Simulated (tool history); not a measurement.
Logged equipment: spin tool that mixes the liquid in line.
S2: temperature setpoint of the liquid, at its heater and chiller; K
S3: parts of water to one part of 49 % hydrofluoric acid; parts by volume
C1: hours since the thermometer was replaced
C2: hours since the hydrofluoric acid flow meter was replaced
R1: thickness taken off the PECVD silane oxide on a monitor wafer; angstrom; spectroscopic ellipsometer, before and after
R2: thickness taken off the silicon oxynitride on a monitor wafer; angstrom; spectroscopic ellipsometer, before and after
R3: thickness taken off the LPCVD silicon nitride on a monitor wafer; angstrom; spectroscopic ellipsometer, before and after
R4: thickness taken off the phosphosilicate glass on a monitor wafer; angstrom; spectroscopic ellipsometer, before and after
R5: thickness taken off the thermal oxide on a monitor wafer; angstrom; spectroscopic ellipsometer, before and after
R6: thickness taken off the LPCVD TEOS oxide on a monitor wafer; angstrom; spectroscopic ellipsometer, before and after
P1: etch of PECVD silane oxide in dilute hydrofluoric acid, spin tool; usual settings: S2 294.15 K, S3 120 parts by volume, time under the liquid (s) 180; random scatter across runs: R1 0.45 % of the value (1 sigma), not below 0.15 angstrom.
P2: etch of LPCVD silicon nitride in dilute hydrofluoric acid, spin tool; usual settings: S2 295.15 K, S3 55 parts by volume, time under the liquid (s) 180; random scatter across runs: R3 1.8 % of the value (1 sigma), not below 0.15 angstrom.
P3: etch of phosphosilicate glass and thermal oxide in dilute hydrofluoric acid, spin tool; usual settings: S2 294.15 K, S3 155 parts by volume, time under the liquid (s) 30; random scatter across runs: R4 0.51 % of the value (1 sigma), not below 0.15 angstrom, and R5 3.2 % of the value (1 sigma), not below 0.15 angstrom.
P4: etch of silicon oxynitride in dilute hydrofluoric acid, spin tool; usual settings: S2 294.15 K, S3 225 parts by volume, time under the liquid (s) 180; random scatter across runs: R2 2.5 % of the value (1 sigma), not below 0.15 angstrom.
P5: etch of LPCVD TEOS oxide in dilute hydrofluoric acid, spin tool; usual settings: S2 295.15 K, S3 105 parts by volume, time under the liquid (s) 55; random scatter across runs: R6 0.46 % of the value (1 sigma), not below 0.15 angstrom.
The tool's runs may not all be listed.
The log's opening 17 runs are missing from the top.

{"run": 18, "hour": 80.9, "process that ran": "P1", "S2": 294.15, "S3": 120, "time under the liquid (s)": 20, "C1": 718.6, "C2": 639.7, "R1": 25.716}
{"run": 19, "hour": 84.0, "process that ran": "P4", "S2": 294.15, "S3": 225, "time under the liquid (s)": 330, "C1": 721.7, "C2": 642.8, "R2": 17.182}
{"run": 20, "hour": 90.0, "process that ran": "P4", "S2": 300.15, "S3": 225, "time under the liquid (s)": 180, "C1": 727.7, "C2": 648.8, "R2": 11.984}
{"run": 21, "hour": 93.1, "process that ran": "P3", "S2": 294.15, "S3": 155, "time under the liquid (s)": 30, "C1": 730.8, "C2": 651.9, "R4": 202.97, "R5": 7.2499}
{"run": 22, "hour": 97.6, "process that ran": "P1", "S2": 294.15, "S3": 120, "time under the liquid (s)": 180, "C1": 735.3, "C2": 656.4, "R1": 229.61}
{"run": 23, "hour": 100.8, "process that ran": "P1", "S2": 290.15, "S3": 120, "time under the liquid (s)": 180, "C1": 738.5, "C2": 659.6, "R1": 196.32}
{"run": 24, "hour": 103.6, "process that ran": "P1", "S2": 294.15, "S3": 120, "time under the liquid (s)": 180, "C1": 741.3, "C2": 662.4, "R1": 229.53}
{"run": 25, "hour": 110.1, "process that ran": "P5", "S2": 295.15, "S3": 105, "time under the liquid (s)": 55, "C1": 747.8, "C2": 668.9, "R6": 89.859}
{"run": 26, "hour": 116.3, "process that ran": "P3", "S2": 294.15, "S3": 155, "time under the liquid (s)": 30, "C1": 754, "C2": 675.1, "R4": 205.14, "R5": 7.0138}
{"run": 27, "hour": 122.4, "process that ran": "P1", "S2": 294.15, "S3": 45, "time under the liquid (s)": 180, "C1": 760.1, "C2": 681.2, "R1": 668.1}
{"run": 28, "hour": 128.2, "process that ran": "P5", "S2": 295.15, "S3": 105, "time under the liquid (s)": 15, "C1": 765.9, "C2": 687, "R6": 24.496}
{"hour": 129.3, "done": "hydrofluoric acid flow meter replaced"}
{"run": 29, "hour": 134.5, "process that ran": "P1", "S2": 294.15, "S3": 120, "time under the liquid (s)": 180, "C1": 772.2, "C2": 5.2, "R1": 232.53}
{"run": 30, "hour": 141.0, "process that ran": "P1", "S2": 294.15, "S3": 210, "time under the liquid (s)": 85, "C1": 778.7, "C2": 11.7, "R1": 56.242}
{"run": 31, "hour": 147.1, "process that ran": "P5", "S2": 295.15, "S3": 180, "time under the liquid (s)": 55, "C1": 784.8, "C2": 17.8, "R6": 47.724}
{"run": 32, "hour": 152.7, "process that ran": "P1", "S2": 294.15, "S3": 120, "time under the liquid (s)": 180, "C1": 790.4, "C2": 23.4, "R1": 233.31}
{"run": 33, "hour": 156.9, "process that ran": "P1", "S2": 294.15, "S3": 120, "time under the liquid (s)": 180, "C1": 794.6, "C2": 27.6, "R1": 238.84}

Estimate the outcome of run 34 from the log above:
{"run": 34, "hour": 161.0, "process that ran": "P1", "S2": 294.15, "S3": 120, "time under the liquid (s)": 180, "C1": 798.7, "C2": 31.7, "R1": "?"}

Run 34 came out at R1 243.2 angstrom.
